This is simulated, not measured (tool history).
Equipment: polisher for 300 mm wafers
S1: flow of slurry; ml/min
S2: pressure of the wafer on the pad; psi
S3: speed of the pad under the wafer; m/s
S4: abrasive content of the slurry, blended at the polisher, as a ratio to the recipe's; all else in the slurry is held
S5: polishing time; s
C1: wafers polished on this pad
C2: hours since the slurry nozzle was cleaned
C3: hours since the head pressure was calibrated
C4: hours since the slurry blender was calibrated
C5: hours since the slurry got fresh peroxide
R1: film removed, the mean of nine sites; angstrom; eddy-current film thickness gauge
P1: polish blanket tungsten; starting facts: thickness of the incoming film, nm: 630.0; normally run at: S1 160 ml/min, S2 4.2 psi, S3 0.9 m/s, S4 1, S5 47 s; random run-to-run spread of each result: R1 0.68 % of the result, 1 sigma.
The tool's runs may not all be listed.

run	hour	S1	S2	S3	S4	S5	C1	C2	C3	C4	C5	R1
1	8.7	160	4.2	0.9	1	47	733	460.8	840.8	170.2	60.5	1883.5
2	14.8	160	4.2	0.9	0.7	47	833	466.9	846.9	176.3	66.6	1718.6
# hour 19.1: slurry tank refilled with fresh slurry and peroxide
3	23.2	240	4.2	0.9	1	47	971	475.3	855.3	184.7	4.2	2010
4	32.8	160	4.2	0.9	1	47	1129	484.9	864.9	194.3	13.8	1894.1
5	41.2	160	4.2	0.9	1	47	1267	493.3	873.3	202.7	22.2	1903.1
6	48.9	95	4.2	0.9	1	47	1393	501	881	210.4	29.9	1678.5
# hour 54.3: worn pad replaced by a new one
7	56.1	160	4.2	0.54	1	47	29	508.2	888.2	217.6	37.1	1140.8
# hour 65.2: head pressure recalibrated
8	65.2	160	4.2	0.9	1	47	179	517.3	0.1	226.7	46.2	1879
9	70.8	160	4.2	0.9	1	47	271	522.9	5.7	232.3	51.8	1905.4
10	76	160	4.2	0.9	0.6	72	356	528.1	10.9	237.5	57	2586.7
11	84.5	160	4.2	0.9	1	22	496	536.6	19.4	246	65.5	880.43
12	90.8	160	4.2	0.9	1	73	599	542.9	25.7	252.3	71.8	2914.5
13	99.4	160	2.9	0.9	0.6	47	741	551.5	34.3	260.9	80.4	1163.2
14	105.1	160	4.2	1.32	1	47	834	557.2	40	266.6	86.1	2776
15	113.2	160	4.2	0.9	1	47	967	565.3	48.1	274.7	94.2	1878
16	118.4	160	4.2	0.9	1.4	47	1053	570.5	53.3	279.9	99.4	2059.9
17	122.9	160	6	0.9	1	47	1127	575	57.8	284.4	103.9	2736
18	127.9	160	2.3	0.9	1	47	1209	580	62.8	289.4	108.9	1017.8
19	135	160	5.5	0.9	1.25	47	1326	587.1	69.9	296.5	116	2616
20	142	160	4.2	0.9	1	47	1441	594.1	76.9	303.5	123	1881.7
21	146.4	160	4.2	0.9	1	47	1513	598.5	81.3	307.9	127.4	1862.4
22	152.5	160	4.2	0.9	1	47	1613	604.6	87.4	314	133.5	1793.9
23	160.8	160	4.2	0.9	1	47	1749	612.9	95.7	322.3	141.8	1764.2
# hour 168.2: slurry blender recalibrated
# hour 170.6: head pressure recalibrated
24	170.6	160	4.2	0.9	1	47	1910	622.7	0.1	2.5	151.6	1733.1
# hour 175.4: worn pad replaced by a new one
25	178.9	160	4.2	0.9	1	47	58	631	8.4	10.8	159.9	1734
26	185.4	160	4.2	0.9	1	47	165	637.5	14.9	17.3	166.4	1704.9
27	191.9	160	4.2	0.9	1	47	272	644	21.4	23.8	172.9	1730.5
28	199.2	160	4.2	0.9	1	47	392	651.3	28.7	31.1	180.2	1689.5

P1 no longer gives what it gave before; its output has crept away from where it was. The following 2 causes, each at its listed size, fit the log equally well:
A: slurry flow missing at the pad, % = 36.7
B: peroxide lost from the slurry, % = 21
Onset of the creep was near hour 142.
Each remaining cause and why it is not a fit:
removal rate lost through wear of the pad, %: serviced at hour 175.4, after the drift had started, without restoring the earlier output
head's pressure below its setpoint, %: serviced at hour 170.6, after the drift had started, without restoring the earlier output
abrasive missing from the slurry, %: serviced at hour 168.2, after the drift had started, without restoring the earlier output

Which of the 4 check runs listed below, each an average over 5 wafers with its results shown as question marks, gives clearly different results under the different listed causes?
check 1	206.5	230	5.3	0.9	1	47						?
check 2	206.5	160	4.2	0.9	0.8	47						?
check 3	206.5	160	4.2	0.9	1.3	67						?
check 4	206.5	160	4.2	0.58	1	72						?

Outcome of each check run for each possible cause:
check	result	if A	if B
check 1	R1	2339.3	2279
check 2	R1	1630.5	1630.7
check 3	R1	2607.7	2607.9
check 4	R1	1696	1696.1
Separation of the two closest causes in each check, using whichever result separates them best: check 1 2.61 %; check 2 0.01 %; check 3 0.01 %; check 4 0.01 %
The other checks would show nearly matching results whichever cause is true, so check 1 is the only one that separates the causes.

Here is what check 1 returned: R1 2279.1 angstrom. Which cause is it?

It was cause B: peroxide lost from the slurry, %.
